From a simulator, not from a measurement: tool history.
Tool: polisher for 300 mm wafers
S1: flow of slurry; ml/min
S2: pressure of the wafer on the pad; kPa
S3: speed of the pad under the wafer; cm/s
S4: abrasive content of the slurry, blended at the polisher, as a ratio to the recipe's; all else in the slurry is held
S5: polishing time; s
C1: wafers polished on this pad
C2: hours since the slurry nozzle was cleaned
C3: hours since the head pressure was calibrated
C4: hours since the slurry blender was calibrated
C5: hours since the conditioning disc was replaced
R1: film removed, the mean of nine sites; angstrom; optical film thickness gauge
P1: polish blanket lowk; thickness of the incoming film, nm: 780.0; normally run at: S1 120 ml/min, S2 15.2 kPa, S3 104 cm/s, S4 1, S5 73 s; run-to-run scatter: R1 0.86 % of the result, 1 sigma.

{"run": 1, "hour": 7.3, "S1": 120, "S2": 15.2, "S3": 104, "S4": 1, "S5": 73, "C1": 333, "C2": 251.1, "C3": 174.3, "C4": 113.8, "C5": 228, "R1": 348.1}
{"run": 2, "hour": 14.4, "S1": 185, "S2": 15.2, "S3": 104, "S4": 1, "S5": 73, "C1": 423, "C2": 258.2, "C3": 181.4, "C4": 120.9, "C5": 235.1, "R1": 377.62}
{"run": 3, "hour": 19.4, "S1": 120, "S2": 15.2, "S3": 74, "S4": 1, "S5": 73, "C1": 485, "C2": 263.2, "C3": 186.4, "C4": 125.9, "C5": 240.1, "R1": 268.75}
{"run": 4, "hour": 24.3, "S1": 120, "S2": 15.2, "S3": 104, "S4": 1, "S5": 73, "C1": 547, "C2": 268.1, "C3": 191.3, "C4": 130.8, "C5": 245, "R1": 349.62}
{"run": 5, "hour": 30.8, "S1": 120, "S2": 15.2, "S3": 104, "S4": 0.75, "S5": 104, "C1": 629, "C2": 274.6, "C3": 197.8, "C4": 137.3, "C5": 251.5, "R1": 430.99}
{"run": 6, "hour": 35.0, "S1": 120, "S2": 15.2, "S3": 104, "S4": 1, "S5": 33, "C1": 681, "C2": 278.8, "C3": 202, "C4": 141.5, "C5": 255.7, "R1": 157.51}
{"run": 7, "hour": 39.9, "S1": 120, "S2": 15.2, "S3": 104, "S4": 0.55, "S5": 73, "C1": 743, "C2": 283.7, "C3": 206.9, "C4": 146.4, "C5": 260.6, "R1": 255.37}
{"run": 8, "hour": 44.0, "S1": 120, "S2": 15.2, "S3": 104, "S4": 1, "S5": 73, "C1": 794, "C2": 287.8, "C3": 211, "C4": 150.5, "C5": 264.7, "R1": 349.55}
{"run": 9, "hour": 51.8, "S1": 120, "S2": 15.2, "S3": 104, "S4": 1, "S5": 73, "C1": 892, "C2": 295.6, "C3": 218.8, "C4": 158.3, "C5": 272.5, "R1": 351.19}
{"run": 10, "hour": 57.9, "S1": 120, "S2": 15.2, "S3": 104, "S4": 1, "S5": 73, "C1": 969, "C2": 301.7, "C3": 224.9, "C4": 164.4, "C5": 278.6, "R1": 348.82}
{"run": 11, "hour": 61.7, "S1": 120, "S2": 15.2, "S3": 164, "S4": 1, "S5": 73, "C1": 1017, "C2": 305.5, "C3": 228.7, "C4": 168.2, "C5": 282.4, "R1": 501.44}
{"run": 12, "hour": 65.5, "S1": 120, "S2": 6.9, "S3": 104, "S4": 1, "S5": 73, "C1": 1065, "C2": 309.3, "C3": 232.5, "C4": 172, "C5": 286.2, "R1": 155.37}
{"run": 13, "hour": 70.6, "S1": 120, "S2": 20, "S3": 104, "S4": 1, "S5": 73, "C1": 1129, "C2": 314.4, "C3": 237.6, "C4": 177.1, "C5": 291.3, "R1": 460.23}
{"run": 14, "hour": 75.0, "S1": 120, "S2": 15.2, "S3": 104, "S4": 1.45, "S5": 73, "C1": 1184, "C2": 318.8, "C3": 242, "C4": 181.5, "C5": 295.7, "R1": 409.53}
{"run": 15, "hour": 80.1, "S1": 120, "S2": 15.2, "S3": 104, "S4": 1, "S5": 114, "C1": 1248, "C2": 323.9, "C3": 247.1, "C4": 186.6, "C5": 300.8, "R1": 542.33}
{"run": 16, "hour": 84.6, "S1": 90, "S2": 15.2, "S3": 104, "S4": 1, "S5": 73, "C1": 1305, "C2": 328.4, "C3": 251.6, "C4": 191.1, "C5": 305.3, "R1": 327.65}
{"run": 17, "hour": 91.8, "S1": 120, "S2": 15.2, "S3": 104, "S4": 1, "S5": 73, "C1": 1395, "C2": 335.6, "C3": 258.8, "C4": 198.3, "C5": 312.5, "R1": 350.53}
{"run": 18, "hour": 96.0, "S1": 120, "S2": 15.2, "S3": 142, "S4": 0.75, "S5": 73, "C1": 1448, "C2": 339.8, "C3": 263, "C4": 202.5, "C5": 316.7, "R1": 388.67}
{"run": 19, "hour": 101.1, "S1": 120, "S2": 15.2, "S3": 104, "S4": 1, "S5": 73, "C1": 1512, "C2": 344.9, "C3": 268.1, "C4": 207.6, "C5": 321.8, "R1": 343.65}
{"run": 20, "hour": 105.8, "S1": 120, "S2": 15.2, "S3": 104, "S4": 1, "S5": 73, "C1": 1571, "C2": 349.6, "C3": 272.8, "C4": 212.3, "C5": 326.5, "R1": 339.03}
{"run": 21, "hour": 111.6, "S1": 120, "S2": 15.2, "S3": 104, "S4": 1, "S5": 73, "C1": 1644, "C2": 355.4, "C3": 278.6, "C4": 218.1, "C5": 332.3, "R1": 329.65}
{"run": 22, "hour": 117.9, "S1": 120, "S2": 15.2, "S3": 104, "S4": 1, "S5": 73, "C1": 1723, "C2": 361.7, "C3": 284.9, "C4": 224.4, "C5": 338.6, "R1": 326.41}
{"hour": 122.3, "done": "slurry blender recalibrated"}
{"run": 23, "hour": 124.7, "S1": 120, "S2": 15.2, "S3": 104, "S4": 1, "S5": 73, "C1": 1809, "C2": 368.5, "C3": 291.7, "C4": 2.4, "C5": 345.4, "R1": 325.17}
{"hour": 127.8, "done": "worn pad replaced by a new one"}
{"run": 24, "hour": 130.3, "S1": 120, "S2": 15.2, "S3": 104, "S4": 1, "S5": 73, "C1": 31, "C2": 374.1, "C3": 297.3, "C4": 8, "C5": 351, "R1": 315.59}
{"run": 25, "hour": 136.2, "S1": 120, "S2": 15.2, "S3": 104, "S4": 1, "S5": 73, "C1": 105, "C2": 380, "C3": 303.2, "C4": 13.9, "C5": 356.9, "R1": 314.9}
{"hour": 140.1, "done": "conditioning disc replaced and pad reconditioned"}
{"run": 26, "hour": 143.3, "S1": 120, "S2": 15.2, "S3": 104, "S4": 1, "S5": 73, "C1": 194, "C2": 387.1, "C3": 310.3, "C4": 21, "C5": 3.2, "R1": 309.96}
{"run": 27, "hour": 150.7, "S1": 120, "S2": 15.2, "S3": 104, "S4": 1, "S5": 73, "C1": 287, "C2": 394.5, "C3": 317.7, "C4": 28.4, "C5": 10.6, "R1": 308.81}
{"run": 28, "hour": 157.4, "S1": 120, "S2": 15.2, "S3": 104, "S4": 1, "S5": 73, "C1": 372, "C2": 401.2, "C3": 324.4, "C4": 35.1, "C5": 17.3, "R1": 307.76}
{"run": 29, "hour": 161.0, "S1": 120, "S2": 15.2, "S3": 104, "S4": 1, "S5": 73, "C1": 417, "C2": 404.8, "C3": 328, "C4": 38.7, "C5": 20.9, "R1": 314.36}

What P1 gives has crept away from where it was. These 2 causes fit the log equally well, each at the size given:
A: head's pressure below its setpoint, % = 10.7
B: slurry flow missing at the pad, % = 35.2
The creep began at about hour 101.1.
Why every other cause is out:
removal rate lost through wear of the pad, %: serviced at hour 127.8, which brought nothing back
abrasive missing from the slurry, %: serviced at hour 122.3, which brought nothing back
time polished since the conditioner stopped cutting, s: serviced at hour 140.1, which brought nothing back

4 check runs are offered, each on 3 wafers whose results are averaged, their results left as question marks. Which one tells the causes apart?
{"run": "check 1", "hour": 164.6, "S1": 120, "S2": 15.2, "S3": 160, "S4": 1, "S5": 101, "R1": "?"}
{"run": "check 2", "hour": 164.6, "S1": 180, "S2": 15.2, "S3": 104, "S4": 1, "S5": 73, "R1": "?"}
{"run": "check 3", "hour": 164.6, "S1": 120, "S2": 15.2, "S3": 104, "S4": 1, "S5": 33, "R1": "?"}
{"run": "check 4", "hour": 164.6, "S1": 120, "S2": 15.2, "S3": 148, "S4": 0.55, "S5": 73, "R1": "?"}

What each check would give under each cause:
check=check_1 result=R1 if_A=607.77 if_B=607.97
check=check_2 result=R1 if_A=334.54 if_B=346.38
check=check_3 result=R1 if_A=140.69 if_B=140.74
check=check_4 result=R1 if_A=300.84 if_B=300.94
How far apart the two closest causes lie, in the result that separates them most: check 1 0.03 %; check 2 3.48 %; check 3 0.03 %; check 4 0.03 %
Check 2 tells the causes apart: in the others they would give nearly the same result.

Check 2 was then run and gave: R1 331.54 angstrom. Which cause is it?

It is A: head's pressure below its setpoint, %.

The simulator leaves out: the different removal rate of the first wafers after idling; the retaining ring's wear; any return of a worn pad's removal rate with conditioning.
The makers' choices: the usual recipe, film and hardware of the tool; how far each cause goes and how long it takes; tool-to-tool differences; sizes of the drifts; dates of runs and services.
